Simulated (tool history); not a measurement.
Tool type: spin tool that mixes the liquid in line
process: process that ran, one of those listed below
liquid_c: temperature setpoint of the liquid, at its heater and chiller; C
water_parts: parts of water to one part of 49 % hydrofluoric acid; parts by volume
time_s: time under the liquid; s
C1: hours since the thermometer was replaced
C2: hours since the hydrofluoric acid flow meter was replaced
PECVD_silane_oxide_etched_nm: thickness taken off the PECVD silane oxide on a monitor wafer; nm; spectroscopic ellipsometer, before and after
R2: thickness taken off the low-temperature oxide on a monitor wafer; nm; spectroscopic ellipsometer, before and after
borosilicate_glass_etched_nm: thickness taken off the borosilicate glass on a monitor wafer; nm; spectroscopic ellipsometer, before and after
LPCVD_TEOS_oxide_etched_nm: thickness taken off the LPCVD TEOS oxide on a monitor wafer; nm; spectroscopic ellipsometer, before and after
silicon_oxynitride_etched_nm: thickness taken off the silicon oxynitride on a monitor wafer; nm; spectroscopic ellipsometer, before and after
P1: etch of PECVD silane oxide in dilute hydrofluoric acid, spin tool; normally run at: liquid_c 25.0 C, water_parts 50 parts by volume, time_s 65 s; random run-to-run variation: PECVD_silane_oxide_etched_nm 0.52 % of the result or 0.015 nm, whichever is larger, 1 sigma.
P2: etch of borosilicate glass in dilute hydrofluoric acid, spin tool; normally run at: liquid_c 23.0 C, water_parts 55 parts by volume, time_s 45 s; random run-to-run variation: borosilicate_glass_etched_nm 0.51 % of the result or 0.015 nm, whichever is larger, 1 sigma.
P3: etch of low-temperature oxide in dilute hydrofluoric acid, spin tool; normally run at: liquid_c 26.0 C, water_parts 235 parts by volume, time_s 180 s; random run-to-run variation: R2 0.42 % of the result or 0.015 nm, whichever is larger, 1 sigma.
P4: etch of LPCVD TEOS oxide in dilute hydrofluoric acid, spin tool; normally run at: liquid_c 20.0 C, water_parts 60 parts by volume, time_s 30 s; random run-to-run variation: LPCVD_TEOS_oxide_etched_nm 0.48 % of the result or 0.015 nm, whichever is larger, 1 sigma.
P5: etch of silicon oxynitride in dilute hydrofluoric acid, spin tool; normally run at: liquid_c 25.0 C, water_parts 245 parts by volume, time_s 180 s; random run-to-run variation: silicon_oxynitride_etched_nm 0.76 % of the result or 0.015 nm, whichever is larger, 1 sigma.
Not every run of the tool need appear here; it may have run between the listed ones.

Run 1, day 0.300: process P1, liquid_c 25.0 C, water_parts 50 parts by volume, time_s 65 s; C1 1164.6; C2 234.5. Result: PECVD_silane_oxide_etched_nm 54.300 nm.
Run 2, day 0.925: process P1, liquid_c 32.0 C, water_parts 50 parts by volume, time_s 65 s; C1 1179.6; C2 249.5. Result: PECVD_silane_oxide_etched_nm 71.358 nm.
Run 3, day 1.292: process P3, liquid_c 26.0 C, water_parts 235 parts by volume, time_s 15 s; C1 1188.4; C2 258.3. Result: R2 1.2207 nm.
Run 4, day 1.600: process P2, liquid_c 23.0 C, water_parts 55 parts by volume, time_s 15 s; C1 1195.8; C2 265.7. Result: borosilicate_glass_etched_nm 6.5619 nm.
Run 5, day 2.146: process P1, liquid_c 29.5 C, water_parts 90 parts by volume, time_s 65 s; C1 1208.9; C2 278.8. Result: PECVD_silane_oxide_etched_nm 33.714 nm.
Run 6, day 2.521: process P4, liquid_c 20.0 C, water_parts 105 parts by volume, time_s 30 s; C1 1217.9; C2 287.8. Result: LPCVD_TEOS_oxide_etched_nm 13.949 nm.
Run 7, day 2.983: process P5, liquid_c 25.0 C, water_parts 245 parts by volume, time_s 300 s; C1 1229.0; C2 298.9. Result: silicon_oxynitride_etched_nm 5.4614 nm.
Run 8, day 3.446: process P1, liquid_c 21.0 C, water_parts 80 parts by volume, time_s 65 s; C1 1240.1; C2 310.0. Result: PECVD_silane_oxide_etched_nm 27.719 nm.
Run 9, day 4.021: process P3, liquid_c 18.5 C, water_parts 235 parts by volume, time_s 180 s; C1 1253.9; C2 323.8. Result: R2 11.2410 nm.
Run 10, day 4.292: process P2, liquid_c 23.0 C, water_parts 55 parts by volume, time_s 45 s; C1 1260.4; C2 330.3. Result: borosilicate_glass_etched_nm 19.6370 nm.
Run 11, day 4.792: process P1, liquid_c 21.0 C, water_parts 50 parts by volume, time_s 65 s; C1 1272.4; C2 342.3. Result: PECVD_silane_oxide_etched_nm 46.129 nm.
Run 12, day 5.400: process P1, liquid_c 25.0 C, water_parts 50 parts by volume, time_s 65 s; C1 1287.0; C2 356.9. Result: PECVD_silane_oxide_etched_nm 53.894 nm.
Run 13, day 5.762: process P2, liquid_c 18.0 C, water_parts 55 parts by volume, time_s 45 s; C1 1295.7; C2 365.6. Result: borosilicate_glass_etched_nm 15.7320 nm.
Run 14, day 6.321: process P1, liquid_c 25.0 C, water_parts 70 parts by volume, time_s 120 s; C1 1309.1; C2 379.0. Result: PECVD_silane_oxide_etched_nm 69.095 nm.
Run 15, day 6.608: process P1, liquid_c 25.0 C, water_parts 50 parts by volume, time_s 25 s; C1 1316.0; C2 385.9. Result: PECVD_silane_oxide_etched_nm 20.915 nm.
Run 16, day 6.908: process P1, liquid_c 25.0 C, water_parts 50 parts by volume, time_s 65 s; C1 1323.2; C2 393.1. Result: PECVD_silane_oxide_etched_nm 54.357 nm.
Run 17, day 7.329: process P5, liquid_c 25.0 C, water_parts 245 parts by volume, time_s 180 s; C1 1333.3; C2 403.2. Result: silicon_oxynitride_etched_nm 3.2456 nm.
At day 7.496: hydrofluoric acid flow meter replaced.
Run 18, day 7.779: process P4, liquid_c 20.0 C, water_parts 60 parts by volume, time_s 30 s; C1 1344.1; C2 6.8. Result: LPCVD_TEOS_oxide_etched_nm 25.534 nm.
Run 19, day 8.062: process P3, liquid_c 26.0 C, water_parts 380 parts by volume, time_s 180 s; C1 1350.9; C2 13.6. Result: R2 7.9020 nm.
Run 20, day 8.571: process P1, liquid_c 25.0 C, water_parts 50 parts by volume, time_s 65 s; C1 1363.1; C2 25.8. Result: PECVD_silane_oxide_etched_nm 54.023 nm.
Run 21, day 8.950: process P5, liquid_c 25.0 C, water_parts 65 parts by volume, time_s 180 s; C1 1372.2; C2 34.9. Result: silicon_oxynitride_etched_nm 14.2790 nm.
Run 22, day 9.496: process P1, liquid_c 25.0 C, water_parts 50 parts by volume, time_s 65 s; C1 1385.3; C2 48.0. Result: PECVD_silane_oxide_etched_nm 53.693 nm.
Run 23, day 9.979: process P5, liquid_c 33.0 C, water_parts 245 parts by volume, time_s 180 s; C1 1396.9; C2 59.6. Result: silicon_oxynitride_etched_nm 4.4994 nm.
Run 24, day 10.529: process P3, liquid_c 26.0 C, water_parts 235 parts by volume, time_s 180 s; C1 1410.1; C2 72.8. Result: R2 14.8170 nm.
Run 25, day 10.829: process P1, liquid_c 25.0 C, water_parts 75 parts by volume, time_s 65 s; C1 1417.3; C2 80.0. Result: PECVD_silane_oxide_etched_nm 34.743 nm.
Run 26, day 11.179: process P1, liquid_c 25.0 C, water_parts 50 parts by volume, time_s 65 s; C1 1425.7; C2 88.4. Result: PECVD_silane_oxide_etched_nm 54.516 nm.
Run 27, day 11.746: process P1, liquid_c 25.0 C, water_parts 50 parts by volume, time_s 120 s; C1 1439.3; C2 102.0. Result: PECVD_silane_oxide_etched_nm 100.070 nm.
Run 28, day 12.117: process P2, liquid_c 23.0 C, water_parts 55 parts by volume, time_s 45 s; C1 1448.2; C2 110.9. Result: borosilicate_glass_etched_nm 19.5030 nm.
Run 29, day 12.742: process P4, liquid_c 26.5 C, water_parts 60 parts by volume, time_s 30 s; C1 1463.2; C2 125.9. Result: LPCVD_TEOS_oxide_etched_nm 33.195 nm.
Run 30, day 13.262: process P1, liquid_c 25.0 C, water_parts 20 parts by volume, time_s 65 s; C1 1475.7; C2 138.4. Result: PECVD_silane_oxide_etched_nm 140.610 nm.
Run 31, day 13.808: process P4, liquid_c 20.0 C, water_parts 60 parts by volume, time_s 15 s; C1 1488.8; C2 151.5. Result: LPCVD_TEOS_oxide_etched_nm 12.751 nm.
Run 32, day 14.379: process P2, liquid_c 23.0 C, water_parts 95 parts by volume, time_s 45 s; C1 1502.5; C2 165.2. Result: borosilicate_glass_etched_nm 10.7800 nm.
Run 33, day 14.921: process P1, liquid_c 25.0 C, water_parts 50 parts by volume, time_s 65 s; C1 1515.5; C2 178.2. Result: PECVD_silane_oxide_etched_nm 53.480 nm.
Run 34, day 15.525: process P1, liquid_c 25.0 C, water_parts 50 parts by volume, time_s 65 s; C1 1530.0; C2 192.7. Result: PECVD_silane_oxide_etched_nm 52.236 nm.
Run 35, day 16.079: process P1, liquid_c 25.0 C, water_parts 50 parts by volume, time_s 65 s; C1 1543.3; C2 206.0. Result: PECVD_silane_oxide_etched_nm 51.293 nm.
Run 36, day 16.512: process P1, liquid_c 25.0 C, water_parts 50 parts by volume, time_s 65 s; C1 1553.7; C2 216.4. Result: PECVD_silane_oxide_etched_nm 51.020 nm.
Run 37, day 16.875: process P1, liquid_c 25.0 C, water_parts 50 parts by volume, time_s 65 s; C1 1562.4; C2 225.1. Result: PECVD_silane_oxide_etched_nm 51.122 nm.
Run 38, day 17.221: process P1, liquid_c 25.0 C, water_parts 50 parts by volume, time_s 65 s; C1 1570.7; C2 233.4. Result: PECVD_silane_oxide_etched_nm 50.703 nm.
Run 39, day 17.575: process P1, liquid_c 25.0 C, water_parts 50 parts by volume, time_s 65 s; C1 1579.2; C2 241.9. Result: PECVD_silane_oxide_etched_nm 50.382 nm.
Run 40, day 18.108: process P1, liquid_c 25.0 C, water_parts 50 parts by volume, time_s 65 s; C1 1592.0; C2 254.7. Result: PECVD_silane_oxide_etched_nm 49.902 nm.
Run 41, day 18.496: process P1, liquid_c 25.0 C, water_parts 50 parts by volume, time_s 65 s; C1 1601.3; C2 264.0. Result: PECVD_silane_oxide_etched_nm 49.811 nm.
Run 42, day 18.779: process P1, liquid_c 25.0 C, water_parts 50 parts by volume, time_s 65 s; C1 1608.1; C2 270.8. Result: PECVD_silane_oxide_etched_nm 50.240 nm.
Run 43, day 19.138: process P1, liquid_c 25.0 C, water_parts 50 parts by volume, time_s 65 s; C1 1616.7; C2 279.4. Result: PECVD_silane_oxide_etched_nm 50.543 nm.
Run 44, day 19.704: process P1, liquid_c 25.0 C, water_parts 50 parts by volume, time_s 65 s; C1 1630.3; C2 293.0. Result: PECVD_silane_oxide_etched_nm 50.311 nm.

What P1 gives has crept away from where it was. These 2 causes fit the log equally well, each at the size given:
A: liquid colder than its thermometer reads (K) = 1.84
B: hydrofluoric acid flow below the setpoint (%) = 6.79
Creep in the process output first set in at about day 14.921.

Of the 4 check runs below, each run on 3 wafers with the results averaged and each result still a question mark, which one would tell the listed causes apart?
Run check 1, day 20.271: process P4, liquid_c 20.0 C, water_parts 100 parts by volume, time_s 15 s. Result: LPCVD_TEOS_oxide_etched_nm ?.
Run check 2, day 20.271: process P3, liquid_c 26.0 C, water_parts 375 parts by volume, time_s 60 s. Result: R2 ?.
Run check 3, day 20.271: process P2, liquid_c 19.0 C, water_parts 95 parts by volume, time_s 45 s. Result: borosilicate_glass_etched_nm ?.
Run check 4, day 20.271: process P5, liquid_c 25.0 C, water_parts 170 parts by volume, time_s 180 s. Result: silicon_oxynitride_etched_nm ?.

What every check run would give for each of its results, assuming each possible cause in turn:
  check                        result    if A    if B
check 1    LPCVD_TEOS_oxide_etched_nm  6.8001  6.7854
check 2                            R2  2.5310  2.4425
check 3  borosilicate_glass_etched_nm  8.4780  8.4716
check 4  silicon_oxynitride_etched_nm  4.5790  4.5939
Minimum pairwise separation of causes per check, each pair taken at its best-separating result: check 1 0.22 %; check 2 3.56 %; check 3 0.08 %; check 4 0.32 %
The other checks would show nearly matching results whichever cause is true, so check 2 is the only one that separates the causes.

Check 2 was carried out, with these results: R2 2.5465 nm. Which of the listed causes is responsible?

The cause is A: liquid colder than its thermometer reads (K).
